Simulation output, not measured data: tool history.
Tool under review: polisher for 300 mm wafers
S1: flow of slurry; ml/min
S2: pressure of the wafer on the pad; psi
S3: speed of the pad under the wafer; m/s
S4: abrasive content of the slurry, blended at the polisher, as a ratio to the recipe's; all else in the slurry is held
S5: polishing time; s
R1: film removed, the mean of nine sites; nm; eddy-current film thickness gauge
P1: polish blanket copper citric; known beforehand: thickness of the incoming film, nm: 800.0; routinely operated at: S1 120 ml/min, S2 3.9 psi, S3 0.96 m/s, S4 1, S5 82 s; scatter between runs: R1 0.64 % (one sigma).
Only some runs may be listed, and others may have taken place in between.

run   hour   S1   S2    S3    S4   S5      R1
  1    7.2  120  3.9  0.96     1   82  228.67
  2   15.9  120  3.9  0.96     1   82  225.29
  3   25.6  160  3.9  0.96     1   82  241.69
  4     35   70  3.9  0.96     1   82  195.42
  5   41.1   80  3.9  0.96     1   54  135.72
        43  -- slurry blender recalibrated
  6   51.6  120  3.9  0.96  0.65   82  209.45
  7   58.1  120  3.9  0.96     1   82  225.59
  8   63.4  120  3.9  0.96     1   82  227.75
  9   71.7  120  3.9  0.96     1   82   226.4
 10   80.4  120  3.9  0.96     1  124  343.53
 11   86.6  120  3.9  0.96   1.3   82  244.73
 12   96.6  180  3.9  0.96  0.55   82  215.17
 13  105.4  120  3.9  0.96     1   82  227.44
 14  112.1  120  2.1  0.96     1   82  125.51
 15  117.9  120  3.9  0.44     1   82  106.38
 16  123.1  120  3.9  1.44  1.35   82  361.72
 17    128  120  3.9  0.96     1   82  226.39
 18  136.3  120  3.9  0.96     1   37  102.69
 19  144.3  120  3.9  1.48     1   82  346.22
 20  151.3  120  5.5  0.96     1   82  321.44
 21  160.1  120  3.9  0.96     1   82  227.73
 22  166.5  120  3.9  0.96     1   82   222.8
 23  175.9  120  3.9  0.96     1   82  217.62
 24  185.6  120  3.9  0.96     1   82  212.12
     188.7  -- head pressure recalibrated
 25  191.8  120  3.9  0.96     1   82     211
 26  200.2  120  3.9  0.96     1   82  207.77
 27  210.4  120  3.9  0.96     1   82  204.28
 28  215.2  120  3.9  0.96     1   82  205.96
     218.8  -- slurry blender recalibrated
 29  222.9  120  3.9  0.96     1   82  205.32
 30  230.3  120  3.9  0.96     1   82  205.29
 31  239.1  120  3.9  0.96     1   82  201.29

Compared with where it was, what P1 gives has crept away. Each cause listed below fits the log as well as the rest, at the size given for it:
A: removal rate lost through wear of the pad, % = 10.7
B: slurry flow missing at the pad, % = 35.3
Creep in the process output first set in at about hour 160.1.
The rest of the possible causes, and what rules out each one:
head's pressure below its setpoint, %: serviced at hour 188.7, which brought nothing back
abrasive missing from the slurry, %: serviced at hour 218.8, which brought nothing back

Question marks stand in for the results of the 4 check runs listed below, each run on one wafer. Under which run would the listed causes show clearly different results?
check 1  247.9  120  3.9  0.96   1   37   ?
check 2  247.9   75  2.4  0.96   1   82   ?
check 3  247.9  120  3.1  0.96   1  121   ?
check 4  247.9  120  3.9  0.96   1   47   ?

If the cause were each of the candidates in turn, the checks would give the following:
  check  result    if A    if B
check 1      R1  92.007  92.025
check 2      R1   112.2  106.27
check 3      R1  240.36  240.41
check 4      R1  116.87   116.9
Minimum pairwise separation of causes per check, each pair taken at its best-separating result: check 1 0.02 %; check 2 5.43 %; check 3 0.02 %; check 4 0.02 %
Check 2 tells the causes apart: in the others they would give nearly the same result.

Then check 2 was run and gave: R1 106.66 nm. Which cause is it?

B is the cause: slurry flow missing at the pad, %.
